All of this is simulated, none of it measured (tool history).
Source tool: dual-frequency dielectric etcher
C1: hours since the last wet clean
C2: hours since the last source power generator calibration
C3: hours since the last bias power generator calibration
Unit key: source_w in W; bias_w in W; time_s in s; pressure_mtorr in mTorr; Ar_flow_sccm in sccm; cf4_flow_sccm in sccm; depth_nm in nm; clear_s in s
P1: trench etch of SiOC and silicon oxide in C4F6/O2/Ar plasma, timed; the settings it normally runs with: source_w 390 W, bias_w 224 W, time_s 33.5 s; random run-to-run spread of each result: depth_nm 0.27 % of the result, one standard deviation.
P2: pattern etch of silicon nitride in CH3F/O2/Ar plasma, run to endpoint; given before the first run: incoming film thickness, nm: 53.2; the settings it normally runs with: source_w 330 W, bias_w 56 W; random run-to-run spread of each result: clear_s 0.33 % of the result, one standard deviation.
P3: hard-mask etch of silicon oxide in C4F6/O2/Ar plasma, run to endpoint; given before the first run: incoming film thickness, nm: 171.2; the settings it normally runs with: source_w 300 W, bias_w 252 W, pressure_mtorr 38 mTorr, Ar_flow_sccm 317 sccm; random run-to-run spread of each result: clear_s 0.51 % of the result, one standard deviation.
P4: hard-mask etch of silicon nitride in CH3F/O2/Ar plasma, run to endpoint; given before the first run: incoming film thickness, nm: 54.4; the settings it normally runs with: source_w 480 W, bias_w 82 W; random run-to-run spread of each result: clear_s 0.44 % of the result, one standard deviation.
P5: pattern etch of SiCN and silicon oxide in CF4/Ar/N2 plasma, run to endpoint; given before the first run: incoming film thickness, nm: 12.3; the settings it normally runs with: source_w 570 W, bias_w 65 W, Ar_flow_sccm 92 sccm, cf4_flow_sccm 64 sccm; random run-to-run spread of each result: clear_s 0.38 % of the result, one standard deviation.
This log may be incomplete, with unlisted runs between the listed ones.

{"run": 1, "hour": 6.9, "process": "P1", "source_w": 390, "bias_w": 224, "time_s": 33.5, "C1": 93.4, "C2": 983.0, "C3": 927.1, "depth_nm": 71.046}
{"run": 2, "hour": 15.7, "process": "P1", "source_w": 390, "bias_w": 224, "time_s": 46.5, "C1": 102.2, "C2": 991.8, "C3": 935.9, "depth_nm": 99.054}
{"run": 3, "hour": 23.8, "process": "P1", "source_w": 390, "bias_w": 224, "time_s": 24.0, "C1": 110.3, "C2": 999.9, "C3": 944.0, "depth_nm": 50.967}
{"run": 4, "hour": 32.6, "process": "P1", "source_w": 390, "bias_w": 224, "time_s": 33.5, "C1": 119.1, "C2": 1008.7, "C3": 952.8, "depth_nm": 71.393}
{"run": 5, "hour": 38.6, "process": "P1", "source_w": 290, "bias_w": 224, "time_s": 33.5, "C1": 125.1, "C2": 1014.7, "C3": 958.8, "depth_nm": 63.327}
{"run": 6, "hour": 43.7, "process": "P1", "source_w": 390, "bias_w": 224, "time_s": 33.5, "C1": 130.2, "C2": 1019.8, "C3": 963.9, "depth_nm": 71.597}
{"run": 7, "hour": 52.8, "process": "P2", "source_w": 330, "bias_w": 38, "C1": 139.3, "C2": 1028.9, "C3": 973.0, "clear_s": 98.297}
{"run": 8, "hour": 60.4, "process": "P2", "source_w": 230, "bias_w": 56, "C1": 146.9, "C2": 1036.5, "C3": 980.6, "clear_s": 100.06}
{"run": 9, "hour": 65.6, "process": "P4", "source_w": 480, "bias_w": 82, "C1": 152.1, "C2": 1041.7, "C3": 985.8, "clear_s": 72.46}
{"run": 10, "hour": 70.5, "process": "P3", "source_w": 420, "bias_w": 252, "pressure_mtorr": 38, "Ar_flow_sccm": 317, "C1": 157.0, "C2": 1046.6, "C3": 990.7, "clear_s": 48.807}
{"run": 11, "hour": 76.7, "process": "P4", "source_w": 480, "bias_w": 82, "C1": 163.2, "C2": 1052.8, "C3": 996.9, "clear_s": 71.929}
{"run": 12, "hour": 84.5, "process": "P5", "source_w": 570, "bias_w": 65, "Ar_flow_sccm": 92, "cf4_flow_sccm": 64, "C1": 171.0, "C2": 1060.6, "C3": 1004.7, "clear_s": 11.79}
{"run": 13, "hour": 91.9, "process": "P5", "source_w": 570, "bias_w": 65, "Ar_flow_sccm": 92, "cf4_flow_sccm": 80, "C1": 178.4, "C2": 1068.0, "C3": 1012.1, "clear_s": 11.423}
{"run": 14, "hour": 99.7, "process": "P5", "source_w": 800, "bias_w": 65, "Ar_flow_sccm": 92, "cf4_flow_sccm": 64, "C1": 186.2, "C2": 1075.8, "C3": 1019.9, "clear_s": 8.7305}
{"run": 15, "hour": 104.8, "process": "P3", "source_w": 300, "bias_w": 252, "pressure_mtorr": 38, "Ar_flow_sccm": 244, "C1": 191.3, "C2": 1080.9, "C3": 1025.0, "clear_s": 53.471}
{"run": 16, "hour": 113.0, "process": "P1", "source_w": 390, "bias_w": 224, "time_s": 33.5, "C1": 199.5, "C2": 1089.1, "C3": 1033.2, "depth_nm": 70.963}
{"run": 17, "hour": 120.2, "process": "P1", "source_w": 390, "bias_w": 132, "time_s": 33.5, "C1": 206.7, "C2": 1096.3, "C3": 1040.4, "depth_nm": 60.344}
{"run": 18, "hour": 129.1, "process": "P3", "source_w": 300, "bias_w": 252, "pressure_mtorr": 38, "Ar_flow_sccm": 317, "C1": 215.6, "C2": 1105.2, "C3": 1049.3, "clear_s": 56.206}
{"run": 19, "hour": 136.9, "process": "P1", "source_w": 280, "bias_w": 224, "time_s": 40.5, "C1": 223.4, "C2": 1113.0, "C3": 1057.1, "depth_nm": 75.884}
{"run": 20, "hour": 144.7, "process": "P5", "source_w": 570, "bias_w": 87, "Ar_flow_sccm": 92, "cf4_flow_sccm": 64, "C1": 231.2, "C2": 1120.8, "C3": 1064.9, "clear_s": 10.81}
{"run": 21, "hour": 151.1, "process": "P4", "source_w": 680, "bias_w": 82, "C1": 237.6, "C2": 1127.2, "C3": 1071.3, "clear_s": 62.307}
{"run": 22, "hour": 158.7, "process": "P1", "source_w": 390, "bias_w": 224, "time_s": 33.5, "C1": 245.2, "C2": 1134.8, "C3": 1078.9, "depth_nm": 71.634}
{"run": 23, "hour": 164.3, "process": "P1", "source_w": 460, "bias_w": 270, "time_s": 33.5, "C1": 250.8, "C2": 1140.4, "C3": 1084.5, "depth_nm": 80.713}
{"run": 24, "hour": 174.1, "process": "P2", "source_w": 330, "bias_w": 56, "C1": 260.6, "C2": 1150.2, "C3": 1094.3, "clear_s": 87.463}
{"run": 25, "hour": 180.0, "process": "P1", "source_w": 390, "bias_w": 224, "time_s": 33.5, "C1": 266.5, "C2": 1156.1, "C3": 1100.2, "depth_nm": 71.009}
{"run": 26, "hour": 187.6, "process": "P1", "source_w": 390, "bias_w": 273, "time_s": 33.5, "C1": 274.1, "C2": 1163.7, "C3": 1107.8, "depth_nm": 76.201}
{"run": 27, "hour": 194.1, "process": "P1", "source_w": 390, "bias_w": 224, "time_s": 33.5, "C1": 280.6, "C2": 1170.2, "C3": 1114.3, "depth_nm": 71.149}
{"hour": 195.8, "done": "wet clean of the chamber"}
{"run": 28, "hour": 198.6, "process": "P3", "source_w": 300, "bias_w": 147, "pressure_mtorr": 38, "Ar_flow_sccm": 317, "C1": 2.9, "C2": 1174.7, "C3": 1118.8, "clear_s": 66.642}
{"run": 29, "hour": 203.5, "process": "P1", "source_w": 390, "bias_w": 308, "time_s": 22.0, "C1": 7.8, "C2": 1179.6, "C3": 1123.7, "depth_nm": 52.013}
{"run": 30, "hour": 209.4, "process": "P1", "source_w": 520, "bias_w": 224, "time_s": 33.5, "C1": 13.7, "C2": 1185.5, "C3": 1129.6, "depth_nm": 79.578}
{"run": 31, "hour": 214.4, "process": "P4", "source_w": 480, "bias_w": 49, "C1": 18.7, "C2": 1190.5, "C3": 1134.6, "clear_s": 84.715}
{"run": 32, "hour": 219.6, "process": "P5", "source_w": 570, "bias_w": 65, "Ar_flow_sccm": 57, "cf4_flow_sccm": 64, "C1": 23.9, "C2": 1195.7, "C3": 1139.8, "clear_s": 11.085}
{"run": 33, "hour": 227.2, "process": "P3", "source_w": 300, "bias_w": 252, "pressure_mtorr": 31, "Ar_flow_sccm": 317, "C1": 31.5, "C2": 1203.3, "C3": 1147.4, "clear_s": 54.459}
{"run": 34, "hour": 235.0, "process": "P1", "source_w": 390, "bias_w": 224, "time_s": 33.5, "C1": 39.3, "C2": 1211.1, "C3": 1155.2, "depth_nm": 70.989}
{"run": 35, "hour": 244.9, "process": "P1", "source_w": 390, "bias_w": 224, "time_s": 33.5, "C1": 49.2, "C2": 1221.0, "C3": 1165.1, "depth_nm": 71.688}
{"run": 36, "hour": 249.5, "process": "P1", "source_w": 390, "bias_w": 224, "time_s": 33.5, "C1": 53.8, "C2": 1225.6, "C3": 1169.7, "depth_nm": 71.671}
{"run": 37, "hour": 255.3, "process": "P1", "source_w": 390, "bias_w": 224, "time_s": 33.5, "C1": 59.6, "C2": 1231.4, "C3": 1175.5, "depth_nm": 72.001}
{"run": 38, "hour": 260.1, "process": "P1", "source_w": 390, "bias_w": 224, "time_s": 33.5, "C1": 64.4, "C2": 1236.2, "C3": 1180.3, "depth_nm": 72.285}
{"run": 39, "hour": 267.8, "process": "P1", "source_w": 390, "bias_w": 224, "time_s": 33.5, "C1": 72.1, "C2": 1243.9, "C3": 1188.0, "depth_nm": 72.344}
{"hour": 275.3, "done": "wet clean of the chamber"}
{"run": 40, "hour": 275.9, "process": "P1", "source_w": 390, "bias_w": 224, "time_s": 33.5, "C1": 0.7, "C2": 1252.0, "C3": 1196.1, "depth_nm": 72.183}
{"run": 41, "hour": 281.2, "process": "P1", "source_w": 390, "bias_w": 224, "time_s": 33.5, "C1": 6.0, "C2": 1257.3, "C3": 1201.4, "depth_nm": 72.101}
{"run": 42, "hour": 285.5, "process": "P1", "source_w": 390, "bias_w": 224, "time_s": 33.5, "C1": 10.3, "C2": 1261.6, "C3": 1205.7, "depth_nm": 72.157}
{"run": 43, "hour": 291.8, "process": "P1", "source_w": 390, "bias_w": 224, "time_s": 33.5, "C1": 16.6, "C2": 1267.9, "C3": 1212.0, "depth_nm": 72.375}
{"run": 44, "hour": 301.5, "process": "P1", "source_w": 390, "bias_w": 224, "time_s": 33.5, "C1": 26.3, "C2": 1277.6, "C3": 1221.7, "depth_nm": 72.279}
{"run": 45, "hour": 309.9, "process": "P1", "source_w": 390, "bias_w": 224, "time_s": 33.5, "C1": 34.7, "C2": 1286.0, "C3": 1230.1, "depth_nm": 72.203}

Something has made what P1 gives creep away from where it was; the 2 causes below, each at its own stated size, fit the log equally well:
A: bias power that arrives over what is set, % = 4.52
B: source power that arrives over what is set, % = 3.9
At approximately hour 235.0, the process output began to creep.
Ruled out, with reasons:
chamber walls in a state that raises the etch rate, %: serviced after onset, at hour 275.3, with no recovery of the prior output

You are offered 4 check runs, listed below with question marks in place of their results; each one averages 2 wafers. Which run separates the listed causes by giving clearly different results for each?
{"run": "check 1", "hour": 318.3, "process": "P3", "source_w": 420, "bias_w": 252, "pressure_mtorr": 38, "Ar_flow_sccm": 317, "clear_s": "?"}
{"run": "check 2", "hour": 318.3, "process": "P4", "source_w": 620, "bias_w": 58, "clear_s": "?"}
{"run": "check 3", "hour": 318.3, "process": "P2", "source_w": 250, "bias_w": 56, "clear_s": "?"}
{"run": "check 4", "hour": 318.3, "process": "P5", "source_w": 730, "bias_w": 65, "Ar_flow_sccm": 70, "cf4_flow_sccm": 64, "clear_s": "?"}

Outcome of each check run for each possible cause:
check=check_1 result=clear_s if_A=48.3240 if_B=48.3400
check=check_2 result=clear_s if_A=71.8480 if_B=71.7750
check=check_3 result=clear_s if_A=96.0510 if_B=96.0820
check=check_4 result=clear_s if_A=8.9904 if_B=8.8062
Separation of the two closest causes in each check, using whichever result separates them best: check 1 0.03 %; check 2 0.1 %; check 3 0.03 %; check 4 2.07 %
Check 4 tells the causes apart: in the others they would give nearly the same result.

With check 4 done, the readings were: clear_s 8.7970 s. Identify which of the listed causes applies.

It is B: source power that arrives over what is set, %.

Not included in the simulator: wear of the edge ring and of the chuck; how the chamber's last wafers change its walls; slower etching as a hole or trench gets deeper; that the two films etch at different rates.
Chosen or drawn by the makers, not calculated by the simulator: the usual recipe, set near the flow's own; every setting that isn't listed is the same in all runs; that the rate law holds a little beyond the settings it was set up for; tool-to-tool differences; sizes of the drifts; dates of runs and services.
